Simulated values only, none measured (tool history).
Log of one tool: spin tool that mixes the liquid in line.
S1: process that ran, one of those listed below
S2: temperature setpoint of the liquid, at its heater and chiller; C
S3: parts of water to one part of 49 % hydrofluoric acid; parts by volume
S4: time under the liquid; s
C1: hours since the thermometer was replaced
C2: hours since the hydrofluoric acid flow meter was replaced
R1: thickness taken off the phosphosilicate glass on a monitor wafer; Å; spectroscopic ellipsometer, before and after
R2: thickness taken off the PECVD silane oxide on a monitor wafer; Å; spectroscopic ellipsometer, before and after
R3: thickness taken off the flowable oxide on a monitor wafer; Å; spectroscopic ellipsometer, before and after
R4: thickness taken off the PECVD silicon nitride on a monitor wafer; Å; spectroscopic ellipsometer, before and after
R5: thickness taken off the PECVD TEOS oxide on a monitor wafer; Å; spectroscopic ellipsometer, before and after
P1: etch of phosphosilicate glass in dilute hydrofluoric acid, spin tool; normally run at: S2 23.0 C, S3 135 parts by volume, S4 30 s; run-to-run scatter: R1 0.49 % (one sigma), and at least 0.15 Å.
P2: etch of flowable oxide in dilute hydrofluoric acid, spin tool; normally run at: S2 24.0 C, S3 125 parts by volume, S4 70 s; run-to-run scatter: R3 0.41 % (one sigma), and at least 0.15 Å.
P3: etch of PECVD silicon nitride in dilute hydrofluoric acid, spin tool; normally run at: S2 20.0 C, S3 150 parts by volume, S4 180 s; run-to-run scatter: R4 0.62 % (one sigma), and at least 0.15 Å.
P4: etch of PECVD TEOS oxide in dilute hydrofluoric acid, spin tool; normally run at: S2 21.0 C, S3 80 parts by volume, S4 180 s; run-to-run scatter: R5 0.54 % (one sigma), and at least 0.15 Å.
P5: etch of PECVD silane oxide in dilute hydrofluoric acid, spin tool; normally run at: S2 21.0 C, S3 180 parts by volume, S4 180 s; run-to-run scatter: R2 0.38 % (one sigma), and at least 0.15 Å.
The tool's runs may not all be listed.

run,hour,S1,S2,S3,S4,C1,C2,R1,R2,R3,R4,R5
1,14.2,P1,23.0,135,30,866.0,520.9,211.59,,,,
2,26.5,P5,21.0,180,180,878.3,533.2,,204.29,,,
3,36.6,P1,23.0,135,30,888.4,543.3,211.03,,,,
4,51.6,P1,23.0,30,30,903.4,558.3,1091.50,,,,
# hour 58.2: thermometer replaced
5,66.7,P2,24.0,125,70,8.5,573.4,,,171.370,,
6,80.3,P3,20.0,230,180,22.1,587.0,,,,25.3440,
7,89.2,P4,21.0,125,180,31.0,595.9,,,,,108.230
8,101.7,P3,28.5,150,180,43.5,608.4,,,,66.2100,
9,113.4,P1,29.0,135,30,55.2,620.1,265.58,,,,
10,128.0,P3,20.0,150,180,69.8,634.7,,,,38.4150,
11,141.8,P4,21.0,80,100,83.6,648.5,,,,,98.824
12,154.7,P4,27.5,80,180,96.5,661.4,,,,,230.160
13,169.5,P1,28.5,210,30,111.3,676.2,154.37,,,,
14,182.8,P1,23.0,135,30,124.6,689.5,214.73,,,,
15,196.7,P1,23.0,135,30,138.5,703.4,212.28,,,,
16,210.6,P5,21.0,75,180,152.4,717.3,,552.33,,,
17,226.4,P2,24.0,40,70,168.2,733.1,,,596.510,,
18,236.3,P3,20.0,150,45,178.1,743.0,,,,9.7356,
19,250.9,P1,23.0,225,30,192.7,757.6,115.08,,,,
20,260.3,P1,23.0,135,45,202.1,767.0,320.46,,,,
21,275.0,P1,18.0,135,30,216.8,781.7,174.54,,,,
22,286.8,P1,23.0,135,30,228.6,793.5,213.26,,,,
23,301.1,P3,20.0,150,180,242.9,807.8,,,,38.5060,
24,316.1,P1,23.0,135,15,257.9,822.8,106.11,,,,
25,332.3,P1,23.0,135,30,274.1,839.0,211.85,,,,
26,344.2,P4,21.0,80,180,286.0,850.9,,,,,177.700
27,361.1,P2,29.5,125,70,302.9,867.8,,,212.720,,
28,374.6,P5,21.0,180,280,316.4,881.3,,318.80,,,
# hour 388.4: hydrofluoric acid flow meter replaced
29,391.1,P2,24.0,125,40,332.9,2.7,,,98.449,,

The next listed run, before its measurement:
30,399.3,P5,25.5,180,180,341.1,10.9,,?,,,

R2: 241.14 Å
